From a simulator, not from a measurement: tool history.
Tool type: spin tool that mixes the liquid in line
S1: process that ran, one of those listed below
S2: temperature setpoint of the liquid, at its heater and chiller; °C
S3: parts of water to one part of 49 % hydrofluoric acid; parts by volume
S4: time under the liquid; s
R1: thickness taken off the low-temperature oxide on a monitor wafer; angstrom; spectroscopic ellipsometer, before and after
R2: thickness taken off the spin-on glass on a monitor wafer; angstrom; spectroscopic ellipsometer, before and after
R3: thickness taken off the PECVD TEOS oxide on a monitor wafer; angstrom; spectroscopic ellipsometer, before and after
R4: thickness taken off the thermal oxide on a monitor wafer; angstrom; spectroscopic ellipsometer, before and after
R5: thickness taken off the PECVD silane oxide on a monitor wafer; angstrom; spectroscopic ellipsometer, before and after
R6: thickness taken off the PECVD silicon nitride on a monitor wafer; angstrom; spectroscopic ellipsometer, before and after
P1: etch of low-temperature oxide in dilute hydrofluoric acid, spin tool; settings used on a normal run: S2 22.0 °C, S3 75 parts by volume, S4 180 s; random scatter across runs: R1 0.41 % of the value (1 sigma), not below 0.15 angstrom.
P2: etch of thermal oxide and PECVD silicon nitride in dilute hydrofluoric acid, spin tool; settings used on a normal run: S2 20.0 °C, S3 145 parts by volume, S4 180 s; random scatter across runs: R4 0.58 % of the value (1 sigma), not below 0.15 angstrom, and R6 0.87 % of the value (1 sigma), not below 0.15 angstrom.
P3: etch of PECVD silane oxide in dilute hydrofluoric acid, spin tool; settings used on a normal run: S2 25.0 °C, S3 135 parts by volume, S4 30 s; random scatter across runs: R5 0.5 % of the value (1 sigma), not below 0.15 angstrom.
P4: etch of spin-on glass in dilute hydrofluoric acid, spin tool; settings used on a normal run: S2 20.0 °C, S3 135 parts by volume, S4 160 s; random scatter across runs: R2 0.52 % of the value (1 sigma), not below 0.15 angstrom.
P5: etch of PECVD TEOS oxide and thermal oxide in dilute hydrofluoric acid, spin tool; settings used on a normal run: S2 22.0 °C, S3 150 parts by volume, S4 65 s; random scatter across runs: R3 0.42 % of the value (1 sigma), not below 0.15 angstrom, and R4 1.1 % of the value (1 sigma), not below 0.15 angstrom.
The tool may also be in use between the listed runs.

| run | hour | S1 | S2 | S3 | S4 | R1 | R2 | R3 | R4 | R5 | R6 |
|---|---|---|---|---|---|---|---|---|---|---|---|
| 1 | 9.7 | P1 | 22.0 | 75 | 180 | 472.68 |  |  |  |  |  |
| 2 | 17.2 | P1 | 22.0 | 110 | 65 | 112.44 |  |  |  |  |  |
| 3 | 24.2 | P1 | 30.0 | 75 | 180 | 651.79 |  |  |  |  |  |
| 4 | 38.4 | P4 | 20.0 | 215 | 160 |  | 328.220 |  |  |  |  |
| 5 | 51.2 | P5 | 22.0 | 150 | 15 |  |  | 14.456 | 4.6363 |  |  |
| 6 | 65.7 | P3 | 25.0 | 135 | 15 |  |  |  |  | 38.216 |  |
| 7 | 76.8 | P2 | 17.0 | 145 | 180 |  |  |  | 41.5480 |  | 22.907 |
| 8 | 85.4 | P1 | 22.0 | 75 | 180 | 473.42 |  |  |  |  |  |
| 9 | 99.1 | P1 | 17.0 | 75 | 255 | 544.32 |  |  |  |  |  |
| 10 | 112.6 | P1 | 17.0 | 75 | 180 | 384.48 |  |  |  |  |  |
| 11 | 119.4 | P1 | 27.5 | 30 | 180 | 1579.90 |  |  |  |  |  |
| 12 | 133.8 | P4 | 20.0 | 135 | 15 |  | 53.414 |  |  |  |  |
|  | 137.7 | hydrofluoric acid flow meter replaced |
| 13 | 144.7 | P1 | 22.0 | 120 | 180 | 280.03 |  |  |  |  |  |
| 14 | 154.6 | P3 | 25.0 | 135 | 30 |  |  |  |  | 75.822 |  |
| 15 | 166.5 | P5 | 17.0 | 150 | 65 |  |  | 51.279 | 15.9020 |  |  |
| 16 | 179.3 | P3 | 17.5 | 135 | 30 |  |  |  |  | 57.467 |  |
| 17 | 190.9 | P3 | 25.0 | 40 | 30 |  |  |  |  | 289.740 |  |
| 18 | 197.6 | P4 | 26.0 | 135 | 160 |  | 714.540 |  |  |  |  |
| 19 | 207.6 | P1 | 22.0 | 75 | 320 | 843.80 |  |  |  |  |  |
| 20 | 218.5 | P3 | 25.0 | 135 | 30 |  |  |  |  | 76.463 |  |
| 21 | 225.3 | P5 | 22.0 | 150 | 65 |  |  | 62.853 | 19.7530 |  |  |
| 22 | 236.9 | P2 | 20.0 | 145 | 180 |  |  |  | 46.9950 |  | 28.292 |
| 23 | 251.8 | P1 | 22.0 | 20 | 180 | 1902.90 |  |  |  |  |  |
| 24 | 263.4 | P2 | 20.0 | 145 | 340 |  |  |  | 87.9790 |  | 51.574 |
| 25 | 275.2 | P4 | 20.0 | 135 | 160 |  | 562.960 |  |  |  |  |
| 26 | 285.3 | P1 | 22.0 | 75 | 95 | 251.02 |  |  |  |  |  |
| 27 | 294.0 | P1 | 22.0 | 75 | 180 | 473.09 |  |  |  |  |  |
| 28 | 303.4 | P5 | 22.0 | 85 | 65 |  |  | 119.200 | 36.6700 |  |  |
| 29 | 313.6 | P2 | 20.0 | 145 | 180 |  |  |  | 46.5050 |  | 28.128 |
| 30 | 326.7 | P1 | 22.0 | 75 | 180 | 474.70 |  |  |  |  |  |
| 31 | 334.6 | P2 | 20.0 | 265 | 180 |  |  |  | 23.0000 |  | 15.467 |
| 32 | 344.6 | P1 | 22.0 | 75 | 180 | 472.94 |  |  |  |  |  |
| 33 | 354.8 | P1 | 22.0 | 75 | 180 | 473.42 |  |  |  |  |  |
| 34 | 363.7 | P1 | 22.0 | 75 | 180 | 472.58 |  |  |  |  |  |
| 35 | 374.1 | P1 | 22.0 | 75 | 180 | 471.65 |  |  |  |  |  |
| 36 | 384.2 | P1 | 22.0 | 75 | 180 | 493.20 |  |  |  |  |  |
| 37 | 396.3 | P1 | 22.0 | 75 | 180 | 506.63 |  |  |  |  |  |
| 38 | 410.5 | P1 | 22.0 | 75 | 180 | 515.29 |  |  |  |  |  |
| 39 | 425.2 | P1 | 22.0 | 75 | 180 | 520.81 |  |  |  |  |  |
| 40 | 431.7 | P1 | 22.0 | 75 | 180 | 522.05 |  |  |  |  |  |
| 41 | 441.3 | P1 | 22.0 | 75 | 180 | 520.68 |  |  |  |  |  |
| 42 | 448.2 | P1 | 22.0 | 75 | 180 | 524.80 |  |  |  |  |  |
| 43 | 463.0 | P1 | 22.0 | 75 | 180 | 526.40 |  |  |  |  |  |

Something has made what P1 gives creep away from where it was; the 2 causes below, each at its own stated size, fit the log equally well:
A: hydrofluoric acid flow above the setpoint (%) = 9.56
B: liquid hotter than its thermometer reads (K) = 2.45
The process output started creeping at around hour 374.1.

The list below offers 4 check runs, each averaging the results of 2 wafers, and shows each result as a question mark. For which of them would the listed causes give clearly different results?
| check 1 | 477.8 | P5 | 22.0 | 95 | 65 |  |  | ? | ? |  |  |
| check 2 | 477.8 | P2 | 20.0 | 225 | 180 |  |  |  | ? |  | ? |
| check 3 | 477.8 | P4 | 20.0 | 135 | 55 |  | ? |  |  |  |  |
| check 4 | 477.8 | P3 | 17.5 | 135 | 30 |  |  |  |  | ? |  |

How each check would come out, cause by cause:
| check | result | if A | if B |
|---|---|---|---|
| check 1 | R3 | 116.490 | 116.130 |
| check 1 | R4 | 36.7810 | 36.6690 |
| check 2 | R4 | 31.0820 | 30.5180 |
| check 2 | R6 | 19.830 | 21.247 |
| check 3 | R2 | 215.690 | 214.260 |
| check 4 | R5 | 62.914 | 62.690 |
Smallest distance between any two causes, each pair judged by its most separating result, in per cent: check 1 0.31 %; check 2 6.9 %; check 3 0.67 %; check 4 0.36 %
Only check 2 tells the causes apart: in the others they would give nearly the same result.

Running check 2 produced the following: R4 31.2880 angstrom; R6 19.816 angstrom. Which one of the listed causes fits?

Of the candidate causes, it is A: hydrofluoric acid flow above the setpoint (%).

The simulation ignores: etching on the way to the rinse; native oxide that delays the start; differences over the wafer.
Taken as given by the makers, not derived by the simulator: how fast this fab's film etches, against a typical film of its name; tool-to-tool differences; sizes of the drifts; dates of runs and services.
